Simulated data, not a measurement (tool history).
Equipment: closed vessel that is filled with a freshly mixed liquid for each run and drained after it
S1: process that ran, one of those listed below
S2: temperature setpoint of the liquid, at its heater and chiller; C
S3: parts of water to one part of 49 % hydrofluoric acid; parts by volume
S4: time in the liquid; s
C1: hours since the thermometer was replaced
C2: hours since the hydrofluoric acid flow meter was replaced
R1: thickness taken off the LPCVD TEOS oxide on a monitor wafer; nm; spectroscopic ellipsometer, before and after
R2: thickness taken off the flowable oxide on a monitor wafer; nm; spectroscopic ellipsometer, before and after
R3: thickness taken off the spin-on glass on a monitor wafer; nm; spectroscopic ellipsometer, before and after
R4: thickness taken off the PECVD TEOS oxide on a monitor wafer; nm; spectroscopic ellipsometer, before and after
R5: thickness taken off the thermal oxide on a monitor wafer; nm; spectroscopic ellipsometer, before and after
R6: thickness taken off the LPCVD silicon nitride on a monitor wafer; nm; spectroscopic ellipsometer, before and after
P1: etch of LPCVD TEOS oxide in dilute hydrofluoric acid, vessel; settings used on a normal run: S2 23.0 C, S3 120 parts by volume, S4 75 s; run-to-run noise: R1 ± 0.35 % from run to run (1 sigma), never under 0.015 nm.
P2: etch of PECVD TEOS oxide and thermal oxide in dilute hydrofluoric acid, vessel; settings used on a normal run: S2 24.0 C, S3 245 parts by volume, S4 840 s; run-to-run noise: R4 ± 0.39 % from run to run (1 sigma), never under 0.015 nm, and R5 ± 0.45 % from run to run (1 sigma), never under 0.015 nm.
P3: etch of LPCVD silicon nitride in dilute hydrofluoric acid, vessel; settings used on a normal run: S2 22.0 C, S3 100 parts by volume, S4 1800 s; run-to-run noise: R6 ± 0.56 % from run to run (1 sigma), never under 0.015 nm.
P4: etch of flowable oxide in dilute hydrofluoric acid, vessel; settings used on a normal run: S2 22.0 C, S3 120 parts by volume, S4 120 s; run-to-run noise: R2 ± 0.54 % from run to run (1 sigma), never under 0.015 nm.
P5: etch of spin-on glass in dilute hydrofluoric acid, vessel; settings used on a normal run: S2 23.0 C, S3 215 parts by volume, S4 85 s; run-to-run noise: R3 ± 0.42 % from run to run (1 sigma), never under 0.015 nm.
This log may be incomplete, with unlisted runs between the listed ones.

run 1 hour=14.8 | S1=P1 S2=23.0 S3=120 S4=75 | C1=1033.4 C2=1206.9 | R1=13.4520
run 2 hour=27.3 | S1=P4 S2=27.0 S3=120 S4=120 | C1=1045.9 C2=1219.4 | R2=43.575
run 3 hour=40.0 | S1=P5 S2=23.0 S3=215 S4=85 | C1=1058.6 C2=1232.1 | R3=13.458
run 4 hour=46.8 | S1=P2 S2=24.0 S3=70 S4=840 | C1=1065.4 C2=1238.9 | R4=130.7400 R5=56.20500
run 5 hour=56.3 | S1=P3 S2=22.0 S3=100 S4=1800 | C1=1074.9 C2=1248.4 | R6=7.0992
run 6 hour=64.3 | S1=P2 S2=17.5 S3=245 S4=840 | C1=1082.9 C2=1256.4 | R4=23.9170 R5=10.22900
run 7 hour=78.3 | S1=P1 S2=23.0 S3=120 S4=75 | C1=1096.9 C2=1270.4 | R1=13.5050
run 8 hour=84.7 | S1=P1 S2=29.0 S3=120 S4=30 | C1=1103.3 C2=1276.8 | R1=6.7954
run 9 hour=93.5 | S1=P2 S2=24.0 S3=245 S4=840 | C1=1112.1 C2=1285.6 | R4=30.5990 R5=12.99800
run 10 hour=102.2 | S1=P1 S2=23.0 S3=120 S4=75 | C1=1120.8 C2=1294.3 | R1=13.4220
run 11 hour=110.4 | S1=P4 S2=22.0 S3=120 S4=120 | C1=1129.0 C2=1302.5 | R2=35.570
run 12 hour=121.8 | S1=P4 S2=22.0 S3=120 S4=45 | C1=1140.4 C2=1313.9 | R2=13.428
run 13 hour=129.1 | S1=P3 S2=17.0 S3=100 S4=1800 | C1=1147.7 C2=1321.2 | R6=5.0029
run 14 hour=140.3 | S1=P2 S2=24.0 S3=245 S4=840 | C1=1158.9 C2=1332.4 | R4=30.5010 R5=13.09600
run 15 hour=152.9 | S1=P1 S2=23.0 S3=165 S4=30 | C1=1171.5 C2=1345.0 | R1=3.7000
run 16 hour=164.0 | S1=P1 S2=23.0 S3=120 S4=75 | C1=1182.6 C2=1356.1 | R1=13.4160
run 17 hour=178.1 | S1=P5 S2=23.0 S3=215 S4=85 | C1=1196.7 C2=1370.2 | R3=13.453
run 18 hour=186.1 | S1=P1 S2=18.5 S3=120 S4=75 | C1=1204.7 C2=1378.2 | R1=11.1770
run 19 hour=195.2 | S1=P2 S2=24.0 S3=245 S4=45 | C1=1213.8 C2=1387.3 | R4=1.6353 R5=0.67449
run 20 hour=204.1 | S1=P1 S2=23.0 S3=120 S4=75 | C1=1222.7 C2=1396.2 | R1=13.3320
run 21 hour=212.2 | S1=P5 S2=17.5 S3=215 S4=85 | C1=1230.8 C2=1404.3 | R3=10.911
run 22 hour=225.6 | S1=P3 S2=22.0 S3=100 S4=3465 | C1=1244.2 C2=1417.7 | R6=13.5550
run 23 hour=235.0 | S1=P5 S2=23.0 S3=395 S4=85 | C1=1253.6 C2=1427.1 | R3=6.111
run 24 hour=244.4 | S1=P5 S2=23.0 S3=215 S4=150 | C1=1263.0 C2=1436.5 | R3=23.556
run 25 hour=256.5 | S1=P3 S2=22.0 S3=100 S4=1800 | C1=1275.1 C2=1448.6 | R6=7.0836
run 26 hour=265.0 | S1=P3 S2=22.0 S3=180 S4=1800 | C1=1283.6 C2=1457.1 | R6=3.9402
run 27 hour=273.1 | S1=P1 S2=23.0 S3=120 S4=140 | C1=1291.7 C2=1465.2 | R1=25.1530
run 28 hour=282.7 | S1=P1 S2=26.5 S3=120 S4=75 | C1=1301.3 C2=1474.8 | R1=15.3690
run 29 hour=294.5 | S1=P1 S2=23.0 S3=170 S4=75 | C1=1313.1 C2=1486.6 | R1=8.9690
run 30 hour=308.7 | S1=P4 S2=22.0 S3=120 S4=120 | C1=1327.3 C2=1500.8 | R2=35.625
run 31 hour=317.5 | S1=P4 S2=22.0 S3=175 S4=120 | C1=1336.1 C2=1509.6 | R2=22.798
run 32 hour=332.0 | S1=P1 S2=23.0 S3=120 S4=40 | C1=1350.6 C2=1524.1 | R1=7.1370
run 33 hour=338.9 | S1=P1 S2=23.0 S3=65 S4=75 | C1=1357.5 C2=1531.0 | R1=26.4550

What does the tool deliver on the next run?
run 34 hour=349.5 | S1=P1 S2=23.0 S3=120 S4=75 | C1=1368.1 C2=1541.6 | R1=?

R1: 13.4990 nm
